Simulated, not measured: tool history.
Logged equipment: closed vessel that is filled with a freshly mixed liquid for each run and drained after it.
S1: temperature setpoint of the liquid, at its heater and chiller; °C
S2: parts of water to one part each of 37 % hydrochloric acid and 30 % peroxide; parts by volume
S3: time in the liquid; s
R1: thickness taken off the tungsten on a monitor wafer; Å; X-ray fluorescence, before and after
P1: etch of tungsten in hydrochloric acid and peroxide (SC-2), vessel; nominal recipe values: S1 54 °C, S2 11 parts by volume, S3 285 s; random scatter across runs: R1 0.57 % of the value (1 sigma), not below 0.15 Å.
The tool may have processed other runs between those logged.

run   hour    S1    S2   S3      R1
  1    3.9    54    11  285     459
  2   10.2  37.5    11  285  146.75
  3   13.6    54    19  285  284.75
  4   18.7    54    11  570     918
  5   23.5    54    11  285  456.58
  6   26.6    54  17.5  430  455.87
  7   31.9    54    11   30    47.5
  8   37.3    54     4  285  993.34
  9   43.1    54    11  285  456.06
 10   48.7    54    11  285  453.96
 11   53.7    54    11  285  462.54
 12   57.3    67    11  285  1029.9
 13   63.8    54    11  285  457.71
 14   69.6    54    11  285  452.55
 15   76.4    54    11  285  458.19
 16   82.9    54    11  285  439.29
 17   86.5    54    11  285  433.12
 18   92.1    54    11  285  425.89
 19     99    54    11  285  427.81
 20  104.3    54    11  285  419.84
     105.3  -- new drum of peroxide connected
 21    111    54    11  285  416.48
 22  117.6    54    11  285  415.07
 23  122.9    54    11  285  417.13
 24  128.3    54    11  285  412.53
 25  135.2    54    11  285   415.8

What P1 gives has crept off from where it sat before. The 2 causes that follow fit the log equally well, each at the size noted:
A: liquid colder than its thermometer reads (K) = 1.43
B: chemicals flow below the setpoint (%) = 10.3
The gradual shift began around hour 76.4.
All other causes, with the reason each is excluded:
peroxide weaker than its label (%): work on it at hour 105.3, done after the drift set in, did not restore what the process gave before

Which of the 4 check runs listed below, each an average over 3 wafers with its results shown as question marks, gives clearly different results under the different listed causes?
check 1  142.1  41.5  18  285   ?
check 2  142.1    64  11  550   ?
check 3  142.1    40   5  285   ?
check 4  142.1    54  19  555   ?

Predicted outcomes, by check and by cause:
  check  result    if A    if B
check 1      R1  114.98  115.29
check 2      R1  1514.4  1507.2
check 3      R1  295.18  302.11
check 4      R1  500.46  497.76
Per-check spread between the two closest causes, in the result where they differ most: check 1 0.27 %; check 2 0.48 %; check 3 2.32 %; check 4 0.54 %
The other checks would show nearly matching results whichever cause is true, so check 3 is the only one that separates the causes.

Then check 3 was run and gave: R1 293.03 Å. Which cause is it?

The cause is A: liquid colder than its thermometer reads (K).
